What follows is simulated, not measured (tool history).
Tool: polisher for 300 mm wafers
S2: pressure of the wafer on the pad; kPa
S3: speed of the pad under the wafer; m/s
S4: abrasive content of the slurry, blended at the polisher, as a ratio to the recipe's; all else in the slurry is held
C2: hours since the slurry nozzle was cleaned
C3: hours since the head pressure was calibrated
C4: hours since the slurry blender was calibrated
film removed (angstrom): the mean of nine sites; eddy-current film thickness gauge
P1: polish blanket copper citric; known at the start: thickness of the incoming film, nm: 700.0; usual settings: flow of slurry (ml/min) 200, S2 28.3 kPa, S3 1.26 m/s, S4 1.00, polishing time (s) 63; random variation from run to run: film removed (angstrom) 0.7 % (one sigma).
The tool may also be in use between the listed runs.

run 1 hour=12.1 | flow_of_slurry_(ml/min)=200 S2=28.3 S3=1.26 S4=1.00 polishing_time_(s)=63 | wafers_polished_on_this_pad=323 C2=144.6 C3=824.3 C4=100.5 | film_removed_(angstrom)=2170.40
run 2 hour=22.4 | flow_of_slurry_(ml/min)=200 S2=28.3 S3=1.26 S4=1.25 polishing_time_(s)=63 | wafers_polished_on_this_pad=405 C2=154.9 C3=834.6 C4=110.8 | film_removed_(angstrom)=2281.30
run 3 hour=29.9 | flow_of_slurry_(ml/min)=200 S2=28.3 S3=1.26 S4=1.00 polishing_time_(s)=94 | wafers_polished_on_this_pad=466 C2=162.4 C3=842.1 C4=118.3 | film_removed_(angstrom)=3278.40
run 4 hour=38.8 | flow_of_slurry_(ml/min)=200 S2=28.3 S3=1.26 S4=1.00 polishing_time_(s)=28 | wafers_polished_on_this_pad=537 C2=171.3 C3=851.0 C4=127.2 | film_removed_(angstrom)=973.67
run 5 hour=46.7 | flow_of_slurry_(ml/min)=120 S2=28.3 S3=1.26 S4=0.60 polishing_time_(s)=63 | wafers_polished_on_this_pad=601 C2=179.2 C3=858.9 C4=135.1 | film_removed_(angstrom)=1796.40
run 6 hour=55.2 | flow_of_slurry_(ml/min)=290 S2=28.3 S3=1.26 S4=1.00 polishing_time_(s)=63 | wafers_polished_on_this_pad=669 C2=187.7 C3=867.4 C4=143.6 | film_removed_(angstrom)=2287.60
run 7 hour=67.5 | flow_of_slurry_(ml/min)=200 S2=28.3 S3=1.26 S4=0.50 polishing_time_(s)=63 | wafers_polished_on_this_pad=768 C2=200.0 C3=879.7 C4=155.9 | film_removed_(angstrom)=1879.80
-- hour=78.3 worn pad replaced by a new one
run 8 hour=79.6 | flow_of_slurry_(ml/min)=200 S2=28.3 S3=1.26 S4=1.00 polishing_time_(s)=63 | wafers_polished_on_this_pad=10 C2=212.1 C3=891.8 C4=168.0 | film_removed_(angstrom)=2152.20
run 9 hour=88.8 | flow_of_slurry_(ml/min)=200 S2=28.3 S3=1.26 S4=1.00 polishing_time_(s)=63 | wafers_polished_on_this_pad=84 C2=221.3 C3=901.0 C4=177.2 | film_removed_(angstrom)=2185.00
run 10 hour=102.4 | flow_of_slurry_(ml/min)=200 S2=28.3 S3=0.68 S4=1.00 polishing_time_(s)=63 | wafers_polished_on_this_pad=193 C2=234.9 C3=914.6 C4=190.8 | film_removed_(angstrom)=1199.30
run 11 hour=114.2 | flow_of_slurry_(ml/min)=200 S2=28.3 S3=1.26 S4=1.00 polishing_time_(s)=63 | wafers_polished_on_this_pad=288 C2=246.7 C3=926.4 C4=202.6 | film_removed_(angstrom)=2165.70
run 12 hour=124.7 | flow_of_slurry_(ml/min)=120 S2=28.3 S3=1.26 S4=1.00 polishing_time_(s)=63 | wafers_polished_on_this_pad=373 C2=257.2 C3=936.9 C4=213.1 | film_removed_(angstrom)=2012.80
run 13 hour=138.8 | flow_of_slurry_(ml/min)=200 S2=28.3 S3=1.26 S4=1.00 polishing_time_(s)=63 | wafers_polished_on_this_pad=486 C2=271.3 C3=951.0 C4=227.2 | film_removed_(angstrom)=2155.50
run 14 hour=154.7 | flow_of_slurry_(ml/min)=200 S2=44.1 S3=1.26 S4=1.00 polishing_time_(s)=63 | wafers_polished_on_this_pad=614 C2=287.2 C3=966.9 C4=243.1 | film_removed_(angstrom)=3336.10
run 15 hour=166.1 | flow_of_slurry_(ml/min)=250 S2=28.3 S3=1.26 S4=1.00 polishing_time_(s)=79 | wafers_polished_on_this_pad=705 C2=298.6 C3=978.3 C4=254.5 | film_removed_(angstrom)=2769.20
run 16 hour=179.3 | flow_of_slurry_(ml/min)=200 S2=28.3 S3=1.26 S4=1.00 polishing_time_(s)=63 | wafers_polished_on_this_pad=811 C2=311.8 C3=991.5 C4=267.7 | film_removed_(angstrom)=2168.60
run 17 hour=190.4 | flow_of_slurry_(ml/min)=200 S2=28.3 S3=1.26 S4=1.00 polishing_time_(s)=63 | wafers_polished_on_this_pad=901 C2=322.9 C3=1002.6 C4=278.8 | film_removed_(angstrom)=2189.40
run 18 hour=204.2 | flow_of_slurry_(ml/min)=200 S2=28.3 S3=1.60 S4=1.00 polishing_time_(s)=63 | wafers_polished_on_this_pad=1011 C2=336.7 C3=1016.4 C4=292.6 | film_removed_(angstrom)=2723.40
run 19 hour=215.1 | flow_of_slurry_(ml/min)=200 S2=19.3 S3=1.26 S4=1.00 polishing_time_(s)=63 | wafers_polished_on_this_pad=1099 C2=347.6 C3=1027.3 C4=303.5 | film_removed_(angstrom)=1496.90
run 20 hour=227.8 | flow_of_slurry_(ml/min)=200 S2=28.3 S3=1.26 S4=1.00 polishing_time_(s)=63 | wafers_polished_on_this_pad=1201 C2=360.3 C3=1040.0 C4=316.2 | film_removed_(angstrom)=2208.00
run 21 hour=236.1 | flow_of_slurry_(ml/min)=200 S2=28.3 S3=1.26 S4=1.00 polishing_time_(s)=63 | wafers_polished_on_this_pad=1268 C2=368.6 C3=1048.3 C4=324.5 | film_removed_(angstrom)=2148.50
run 22 hour=250.3 | flow_of_slurry_(ml/min)=200 S2=28.3 S3=1.26 S4=1.00 polishing_time_(s)=63 | wafers_polished_on_this_pad=1382 C2=382.8 C3=1062.5 C4=338.7 | film_removed_(angstrom)=2135.80
run 23 hour=259.0 | flow_of_slurry_(ml/min)=200 S2=28.3 S3=1.26 S4=1.00 polishing_time_(s)=63 | wafers_polished_on_this_pad=1452 C2=391.5 C3=1071.2 C4=347.4 | film_removed_(angstrom)=2097.40
run 24 hour=268.5 | flow_of_slurry_(ml/min)=200 S2=28.3 S3=1.26 S4=1.00 polishing_time_(s)=63 | wafers_polished_on_this_pad=1528 C2=401.0 C3=1080.7 C4=356.9 | film_removed_(angstrom)=2090.40
-- hour=273.1 head pressure recalibrated
run 25 hour=281.2 | flow_of_slurry_(ml/min)=200 S2=28.3 S3=1.26 S4=1.00 polishing_time_(s)=63 | wafers_polished_on_this_pad=1630 C2=413.7 C3=8.1 C4=369.6 | film_removed_(angstrom)=2079.70
-- hour=288.8 worn pad replaced by a new one
run 26 hour=296.9 | flow_of_slurry_(ml/min)=200 S2=28.3 S3=1.26 S4=1.00 polishing_time_(s)=63 | wafers_polished_on_this_pad=65 C2=429.4 C3=23.8 C4=385.3 | film_removed_(angstrom)=2080.50
run 27 hour=304.1 | flow_of_slurry_(ml/min)=200 S2=28.3 S3=1.26 S4=1.00 polishing_time_(s)=63 | wafers_polished_on_this_pad=123 C2=436.6 C3=31.0 C4=392.5 | film_removed_(angstrom)=2033.90
run 28 hour=318.3 | flow_of_slurry_(ml/min)=200 S2=28.3 S3=1.26 S4=1.00 polishing_time_(s)=63 | wafers_polished_on_this_pad=237 C2=450.8 C3=45.2 C4=406.7 | film_removed_(angstrom)=2067.20

What P1 gives has crept away from where it was. These 2 causes fit the log equally well, each at the size given:
A: abrasive missing from the slurry, % = 21.2
B: slurry flow missing at the pad, % = 27.8
The creep began at about hour 227.8.
Why every other cause is out:
removal rate lost through wear of the pad, %: serviced at hour 288.8, which brought nothing back
head's pressure below its setpoint, %: serviced at hour 273.1, which brought nothing back

4 check runs are offered, each on 3 wafers whose results are averaged, their results left as question marks. Which one tells the causes apart?
run check 1 hour=332.5 | flow_of_slurry_(ml/min)=120 S2=28.3 S3=1.26 S4=1.00 polishing_time_(s)=83 | film_removed_(angstrom)=?
run check 2 hour=332.5 | flow_of_slurry_(ml/min)=200 S2=43.4 S3=1.50 S4=1.00 polishing_time_(s)=63 | film_removed_(angstrom)=?
run check 3 hour=332.5 | flow_of_slurry_(ml/min)=200 S2=28.3 S3=1.26 S4=1.00 polishing_time_(s)=32 | film_removed_(angstrom)=?
run check 4 hour=332.5 | flow_of_slurry_(ml/min)=200 S2=28.3 S3=1.26 S4=1.25 polishing_time_(s)=63 | film_removed_(angstrom)=?

What each check would give under each cause:
check=check_1 result=film_removed_(angstrom) if_A=2497.10 if_B=2423.50
check=check_2 result=film_removed_(angstrom) if_A=3756.70 if_B=3756.30
check=check_3 result=film_removed_(angstrom) if_A=1049.80 if_B=1049.70
check=check_4 result=film_removed_(angstrom) if_A=2166.50 if_B=2169.20
How far apart the two closest causes lie, in the result that separates them most: check 1 2.99 %; check 2 0.01 %; check 3 0.01 %; check 4 0.12 %
Only check 1 tells the causes apart: in the others they would give nearly the same result.

Check 1 was then run and gave: film removed (angstrom) 2493.30. Which cause is it?

It is A: abrasive missing from the slurry, %.

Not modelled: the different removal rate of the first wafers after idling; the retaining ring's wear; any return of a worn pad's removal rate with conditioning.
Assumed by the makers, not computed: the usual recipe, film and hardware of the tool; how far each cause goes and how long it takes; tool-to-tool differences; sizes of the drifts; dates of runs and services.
